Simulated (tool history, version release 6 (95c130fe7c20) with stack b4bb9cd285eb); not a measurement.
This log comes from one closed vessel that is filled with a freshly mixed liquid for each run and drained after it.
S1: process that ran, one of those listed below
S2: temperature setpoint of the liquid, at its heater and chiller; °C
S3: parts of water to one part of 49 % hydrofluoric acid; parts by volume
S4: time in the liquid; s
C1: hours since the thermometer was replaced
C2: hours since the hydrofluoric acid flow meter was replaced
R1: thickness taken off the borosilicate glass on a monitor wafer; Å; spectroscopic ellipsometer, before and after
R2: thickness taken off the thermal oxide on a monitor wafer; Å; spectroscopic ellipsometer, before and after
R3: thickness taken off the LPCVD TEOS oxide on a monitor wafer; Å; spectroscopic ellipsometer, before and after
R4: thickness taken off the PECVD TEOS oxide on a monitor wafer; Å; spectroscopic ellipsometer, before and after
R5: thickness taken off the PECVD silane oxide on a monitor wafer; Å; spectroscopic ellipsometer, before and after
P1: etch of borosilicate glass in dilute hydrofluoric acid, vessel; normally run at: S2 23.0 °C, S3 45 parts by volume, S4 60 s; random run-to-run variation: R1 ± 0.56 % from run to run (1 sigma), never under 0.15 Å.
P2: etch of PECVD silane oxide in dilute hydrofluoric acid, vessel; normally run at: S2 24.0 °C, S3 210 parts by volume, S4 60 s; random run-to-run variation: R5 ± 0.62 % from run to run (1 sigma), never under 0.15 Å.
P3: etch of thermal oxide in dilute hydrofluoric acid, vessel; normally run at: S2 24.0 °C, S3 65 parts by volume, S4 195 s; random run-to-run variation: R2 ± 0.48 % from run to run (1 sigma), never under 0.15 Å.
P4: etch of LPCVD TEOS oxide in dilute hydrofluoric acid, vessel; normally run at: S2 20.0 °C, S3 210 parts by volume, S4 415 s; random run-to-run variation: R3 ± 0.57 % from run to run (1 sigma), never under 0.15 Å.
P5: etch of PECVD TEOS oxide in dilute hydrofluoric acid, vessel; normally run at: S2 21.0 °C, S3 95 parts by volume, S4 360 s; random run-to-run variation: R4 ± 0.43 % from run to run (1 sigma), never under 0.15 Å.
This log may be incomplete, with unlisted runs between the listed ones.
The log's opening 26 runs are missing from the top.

run 27 hour=329.7 | S1=P5 S2=29.0 S3=95 S4=360 | C1=1463.9 C2=246.4 | R4=634.55
run 28 hour=338.9 | S1=P2 S2=24.0 S3=210 S4=60 | C1=1473.1 C2=255.6 | R5=52.889
run 29 hour=350.5 | S1=P1 S2=23.0 S3=45 S4=60 | C1=1484.7 C2=267.2 | R1=315.67
run 30 hour=361.7 | S1=P1 S2=18.5 S3=45 S4=60 | C1=1495.9 C2=278.4 | R1=266.54
run 31 hour=376.8 | S1=P3 S2=24.0 S3=65 S4=340 | C1=1511.0 C2=293.5 | R2=248.89
run 32 hour=388.5 | S1=P1 S2=23.0 S3=45 S4=60 | C1=1522.7 C2=305.2 | R1=321.25
run 33 hour=396.6 | S1=P1 S2=23.0 S3=45 S4=60 | C1=1530.8 C2=313.3 | R1=325.54
run 34 hour=407.0 | S1=P1 S2=23.0 S3=45 S4=60 | C1=1541.2 C2=323.7 | R1=330.73
run 35 hour=424.2 | S1=P1 S2=23.0 S3=45 S4=60 | C1=1558.4 C2=340.9 | R1=338.00
run 36 hour=439.9 | S1=P1 S2=23.0 S3=45 S4=60 | C1=1574.1 C2=356.6 | R1=345.75
run 37 hour=456.7 | S1=P1 S2=23.0 S3=45 S4=60 | C1=1590.9 C2=373.4 | R1=346.33
run 38 hour=472.3 | S1=P1 S2=23.0 S3=45 S4=60 | C1=1606.5 C2=389.0 | R1=345.41

What will run 39 give?
run 39 hour=480.0 | S1=P1 S2=23.0 S3=45 S4=60 | C1=1614.2 C2=396.7 | R1=?

For run 39 the tool returned R1 347.51 Å.

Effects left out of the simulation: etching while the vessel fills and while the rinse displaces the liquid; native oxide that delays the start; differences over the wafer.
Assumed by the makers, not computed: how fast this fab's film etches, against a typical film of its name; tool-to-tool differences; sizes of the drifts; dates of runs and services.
